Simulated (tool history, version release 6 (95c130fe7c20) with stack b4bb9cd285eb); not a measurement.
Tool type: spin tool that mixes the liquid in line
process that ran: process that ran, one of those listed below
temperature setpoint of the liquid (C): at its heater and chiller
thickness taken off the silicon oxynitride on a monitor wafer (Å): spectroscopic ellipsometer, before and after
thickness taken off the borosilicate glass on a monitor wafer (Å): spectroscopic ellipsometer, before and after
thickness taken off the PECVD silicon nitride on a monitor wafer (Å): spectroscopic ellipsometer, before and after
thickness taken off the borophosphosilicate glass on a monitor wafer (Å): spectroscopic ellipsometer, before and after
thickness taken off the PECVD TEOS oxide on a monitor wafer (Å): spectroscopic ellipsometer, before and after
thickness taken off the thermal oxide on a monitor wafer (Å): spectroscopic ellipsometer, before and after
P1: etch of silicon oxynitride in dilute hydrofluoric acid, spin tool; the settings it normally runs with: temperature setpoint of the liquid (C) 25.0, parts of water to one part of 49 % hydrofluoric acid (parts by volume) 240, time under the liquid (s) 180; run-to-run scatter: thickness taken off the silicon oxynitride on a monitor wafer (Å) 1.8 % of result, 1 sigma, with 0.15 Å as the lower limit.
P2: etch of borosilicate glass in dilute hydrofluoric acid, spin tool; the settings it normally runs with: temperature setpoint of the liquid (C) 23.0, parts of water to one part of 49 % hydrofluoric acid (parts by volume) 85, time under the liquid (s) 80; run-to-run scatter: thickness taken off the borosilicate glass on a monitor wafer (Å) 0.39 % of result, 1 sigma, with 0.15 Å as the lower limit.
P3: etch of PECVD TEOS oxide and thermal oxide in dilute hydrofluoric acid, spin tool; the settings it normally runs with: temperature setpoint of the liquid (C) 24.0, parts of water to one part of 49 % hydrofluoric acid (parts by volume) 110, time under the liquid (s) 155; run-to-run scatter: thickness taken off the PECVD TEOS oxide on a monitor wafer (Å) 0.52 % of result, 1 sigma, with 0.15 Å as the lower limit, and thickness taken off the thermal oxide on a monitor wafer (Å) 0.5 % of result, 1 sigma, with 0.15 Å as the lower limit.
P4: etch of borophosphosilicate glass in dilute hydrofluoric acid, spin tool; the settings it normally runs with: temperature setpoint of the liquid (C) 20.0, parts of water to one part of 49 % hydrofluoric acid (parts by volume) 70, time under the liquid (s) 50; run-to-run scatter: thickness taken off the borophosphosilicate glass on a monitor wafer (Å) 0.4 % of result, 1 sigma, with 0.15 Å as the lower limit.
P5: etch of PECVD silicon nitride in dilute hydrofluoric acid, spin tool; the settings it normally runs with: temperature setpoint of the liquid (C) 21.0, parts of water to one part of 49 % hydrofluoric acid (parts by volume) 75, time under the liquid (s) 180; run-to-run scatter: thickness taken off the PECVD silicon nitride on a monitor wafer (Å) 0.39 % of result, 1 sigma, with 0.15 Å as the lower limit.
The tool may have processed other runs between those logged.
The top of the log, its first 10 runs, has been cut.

run,day,process that ran,temperature setpoint of the liquid (C),parts of water to one part of 49 % hydrofluoric acid (parts by volume),time under the liquid (s),hours since the thermometer was replaced,hours since the hydrofluoric acid flow meter was replaced,thickness taken off the silicon oxynitride on a monitor wafer (Å),thickness taken off the borosilicate glass on a monitor wafer (Å),thickness taken off the PECVD silicon nitride on a monitor wafer (Å),thickness taken off the borophosphosilicate glass on a monitor wafer (Å),thickness taken off the PECVD TEOS oxide on a monitor wafer (Å),thickness taken off the thermal oxide on a monitor wafer (Å)
11,1.954,P5,21.0,25,180,1608.3,1510.1,,,203.4500,,,
12,2.121,P1,25.0,240,180,1612.3,1514.1,13.1280,,,,,
13,2.367,P1,25.0,240,15,1618.2,1520.0,1.0326,,,,,
14,2.579,P5,21.0,75,180,1623.3,1525.1,,,70.5440,,,
15,2.779,P3,24.0,110,155,1628.1,1529.9,,,,,124.550,64.2150
16,2.917,P4,20.0,70,15,1631.4,1533.2,,,,80.238,,
17,3.033,P3,32.0,110,155,1634.2,1536.0,,,,,169.740,87.6890
18,3.200,P1,25.0,400,180,1638.2,1540.0,7.1567,,,,,
19,3.375,P1,25.0,240,180,1642.4,1544.2,13.4710,,,,,
20,3.558,P1,25.0,240,325,1646.8,1548.6,23.6850,,,,,
21,3.750,P1,21.0,65,180,1651.4,1553.2,45.6110,,,,,
22,3.883,P2,18.0,85,80,1654.6,1556.4,,198.48,,,,
23,4.112,P1,25.0,60,180,1660.1,1561.9,61.7530,,,,,
24,4.288,P4,20.0,70,50,1664.3,1566.1,,,,263.980,,
25,4.462,P1,25.0,100,310,1668.5,1570.3,60.9090,,,,,
26,4.596,P5,21.0,75,15,1671.7,1573.5,,,6.1682,,,
27,4.817,P1,25.0,240,180,1677.0,1578.8,13.5880,,,,,
28,4.962,P4,20.0,125,50,1680.5,1582.3,,,,139.340,,
29,5.175,P4,25.5,70,50,1685.6,1587.4,,,,334.970,,
30,5.425,P2,23.0,135,80,1691.6,1593.4,,144.99,,,,
31,5.642,P2,23.0,85,15,1696.8,1598.6,,45.95,,,,
32,5.838,P3,24.0,110,15,1701.5,1603.3,,,,,12.195,5.8901
33,5.983,P1,21.0,240,180,1705.0,1606.8,11.4270,,,,,

Run 34 comes next. What will it give?
34,6.129,P1,25.0,240,180,1708.5,1610.3,?,,,,,

Run 34 gave thickness taken off the silicon oxynitride on a monitor wafer (Å) 13.5250.

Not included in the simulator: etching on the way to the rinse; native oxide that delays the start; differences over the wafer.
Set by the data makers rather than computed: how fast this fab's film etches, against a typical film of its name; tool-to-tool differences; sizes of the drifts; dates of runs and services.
